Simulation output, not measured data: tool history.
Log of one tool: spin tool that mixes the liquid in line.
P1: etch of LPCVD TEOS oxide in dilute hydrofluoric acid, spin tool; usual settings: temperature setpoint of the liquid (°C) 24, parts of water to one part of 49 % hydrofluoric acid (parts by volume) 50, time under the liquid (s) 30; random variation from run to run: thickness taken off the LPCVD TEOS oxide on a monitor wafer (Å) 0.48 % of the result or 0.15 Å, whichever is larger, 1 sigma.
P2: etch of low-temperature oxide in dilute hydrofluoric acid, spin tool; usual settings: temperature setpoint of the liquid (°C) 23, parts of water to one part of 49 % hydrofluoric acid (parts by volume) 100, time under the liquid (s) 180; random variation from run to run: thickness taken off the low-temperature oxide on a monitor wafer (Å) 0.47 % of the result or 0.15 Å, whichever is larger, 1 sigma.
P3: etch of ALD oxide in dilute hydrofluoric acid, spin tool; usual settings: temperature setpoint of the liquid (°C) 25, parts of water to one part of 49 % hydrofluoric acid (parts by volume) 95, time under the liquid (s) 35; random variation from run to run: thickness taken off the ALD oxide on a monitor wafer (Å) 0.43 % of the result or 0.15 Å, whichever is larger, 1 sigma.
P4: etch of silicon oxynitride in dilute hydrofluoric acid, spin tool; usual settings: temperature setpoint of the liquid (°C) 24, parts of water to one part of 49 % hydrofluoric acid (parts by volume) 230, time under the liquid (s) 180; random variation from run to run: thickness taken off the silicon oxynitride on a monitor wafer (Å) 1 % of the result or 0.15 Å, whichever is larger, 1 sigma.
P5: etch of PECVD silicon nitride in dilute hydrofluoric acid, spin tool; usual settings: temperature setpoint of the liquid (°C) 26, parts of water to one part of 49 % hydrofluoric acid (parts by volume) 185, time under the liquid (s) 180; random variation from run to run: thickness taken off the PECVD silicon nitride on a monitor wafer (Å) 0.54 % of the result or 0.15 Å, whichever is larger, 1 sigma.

run   hour  process that ran  temperature setpoint of the liquid (°C)  parts of water to one part of 49 % hydrofluoric acid (parts by volume)  time under the liquid (s)  hours since the thermometer was replaced  hours since the hydrofluoric acid flow meter was replaced  thickness taken off the LPCVD TEOS oxide on a monitor wafer (Å)  thickness taken off the low-temperature oxide on a monitor wafer (Å)  thickness taken off the ALD oxide on a monitor wafer (Å)  thickness taken off the PECVD silicon nitride on a monitor wafer (Å)  thickness taken off the silicon oxynitride on a monitor wafer (Å)
  1   15.4                P1                                       24                                                                      50                         30                                     419.6                                                      320.5                                                           354.45
  2     33                P1                                       24                                                                      20                         30                                     437.2                                                      338.1                                                           919.58
  3   43.4                P2                                       23                                                                     100                        180                                     447.6                                                      348.5                                                                                                                                 293.89
  4   58.4                P3                                       25                                                                      95                         35                                     462.6                                                      363.5                                                                                                                                                                                           56.266
      71.3  -- thermometer replaced
  5   72.6                P3                                       25                                                                      95                         50                                       1.4                                                      377.7                                                                                                                                                                                           79.747
  6   85.1                P1                                       24                                                                      50                         30                                      13.9                                                      390.2                                                            351.5
  7     98                P5                                       26                                                                     320                        180                                      26.8                                                      403.1                                                                                                                                                                                                                                                                 36.553
  8  108.4                P1                                       24                                                                      50                         65                                      37.2                                                      413.5                                                           772.18
  9  120.8                P4                                       24                                                                     230                        335                                      49.6                                                      425.9                                                                                                                                                                                                                                                                                                                                    49.252
 10  137.7                P2                                       23                                                                     140                        180                                      66.5                                                      442.8                                                                                                                                 199.66
 11  152.6                P1                                       20                                                                      50                         30                                      81.4                                                      457.7                                                            300.2
 12  169.4                P4                                       19                                                                     230                        180                                      98.2                                                      474.5                                                                                                                                                                                                                                                                                                                                    21.516
 13  180.4                P1                                       24                                                                      50                         30                                     109.2                                                      485.5                                                           353.32
 14  191.7                P3                                       25                                                                      95                         35                                     120.5                                                      496.8                                                                                                                                                                                           55.986
 15  199.8                P1                                       29                                                                      50                         30                                     128.6                                                      504.9                                                           429.85
 16  210.8                P5                                       26                                                                     185                        180                                     139.6                                                      515.9                                                                                                                                                                                                                                                                 62.902
 17  219.4                P3                                       19                                                                      95                         35                                     148.2                                                      524.5                                                                                                                                                                                           44.102
 18  230.1                P5                                       34                                                                     185                        180                                     158.9                                                      535.2                                                                                                                                                                                                                                                                 101.72
 19  245.1                P1                                       24                                                                      50                         15                                     173.9                                                      550.2                                                           177.52
 20  257.9                P4                                       24                                                                     370                        180                                     186.7                                                        563                                                                                                                                                                                                                                                                                                                                    14.955
 21  266.3                P4                                       24                                                                     230                        180                                     195.1                                                      571.4                                                                                                                                                                                                                                                                                                                                     26.87
 22    280                P1                                       31                                                                      50                         15                                     208.8                                                      585.1                                                           233.79
 23  292.9                P3                                       25                                                                     155                         35                                     221.7                                                        598                                                                                                                                                                                            31.81
 24  310.2                P1                                       24                                                                      85                         30                                       239                                                      615.3                                                           199.19
 25  327.3                P1                                       24                                                                      50                         30                                     256.1                                                      632.4                                                           352.72
 26  344.3                P1                                       24                                                                      50                         30                                     273.1                                                      649.4                                                           356.88
 27  353.4                P1                                       17                                                                      25                         30                                     282.2                                                      658.5                                                           540.52
 28  367.1                P1                                     18.5                                                                      85                         30                                     295.9                                                      672.2                                                           159.63
 29  383.3                P5                                       26                                                                     185                         15                                     312.1                                                      688.4                                                                                                                                                                                                                                                                 4.9352
 30  399.1                P2                                     31.5                                                                     100                        180                                     327.9                                                      704.2                                                                                                                                 405.66
 31  413.3                P2                                       23                                                                     100                         35                                     342.1                                                      718.4                                                                                                                                 57.184
 32  425.2                P5                                       26                                                                     185                        180                                       354                                                      730.3                                                                                                                                                                                                                                                                 62.877
 33  440.3                P1                                       24                                                                      50                         30                                     369.1                                                      745.4                                                           357.89
 34  452.8                P1                                       24                                                                      50                         30                                     381.6                                                      757.9                                                           365.69
 35  464.3                P1                                       24                                                                      50                         30                                     393.1                                                      769.4                                                           374.02
 36  473.3                P1                                       24                                                                      50                         30                                     402.1                                                      778.4                                                           373.32
 37  487.7                P1                                       24                                                                      50                         30                                     416.5                                                      792.8                                                           382.58
 38  498.6                P1                                       24                                                                      50                         30                                     427.4                                                      803.7                                                           383.03
 39  515.9                P1                                       24                                                                      50                         30                                     444.7                                                        821                                                           383.71
 40  528.9                P1                                       24                                                                      50                         30                                     457.7                                                        834                                                            385.1
 41  544.1                P1                                       24                                                                      50                         30                                     472.9                                                      849.2                                                           385.48
 42  554.6                P1                                       24                                                                      50                         30                                     483.4                                                      859.7                                                           389.31
 43  568.5                P1                                       24                                                                      50                         30                                     497.3                                                      873.6                                                           389.35

What P1 gives has crept away from where it was. These 2 causes fit the log equally well, each at the size given:
A: liquid hotter than its thermometer reads (K) = 2.2
B: hydrofluoric acid flow above the setpoint (%) = 8.78
The creep began at about hour 440.3.

4 check runs are offered, one wafer each, their results left as question marks. Which one tells the causes apart?
check 1  582.4                P4                                       24                                                                     230                        180                                                                                                                                                                                                                                                                                                                                                                                                                                              ?
check 2  582.4                P5                                       26                                                                     185                        180                                                                                                                                                                                                                                                                                                                                                                           ?
check 3  582.4                P2                                       23                                                                     100                        180                                                                                                                                                                                                                                           ?
check 4  582.4                P3                                       25                                                                      95                         35                                                                                                                                                                                                                                                                                                     ?

What each check would give under each cause:
  check                                                                result    if A    if B
check 1     thickness taken off the silicon oxynitride on a monitor wafer (Å)  29.334  29.402
check 2  thickness taken off the PECVD silicon nitride on a monitor wafer (Å)  71.872  68.231
check 3  thickness taken off the low-temperature oxide on a monitor wafer (Å)  319.74  321.92
check 4              thickness taken off the ALD oxide on a monitor wafer (Å)   61.01  61.508
How far apart the two closest causes lie, in the result that separates them most: check 1 0.23 %; check 2 5.2 %; check 3 0.68 %; check 4 0.81 %
Only check 2 tells the causes apart: in the others they would give nearly the same result.

Then check 2 was run and gave: thickness taken off the PECVD silicon nitride on a monitor wafer (Å) 69.207. Which cause is it?

It is B: hydrofluoric acid flow above the setpoint (%).
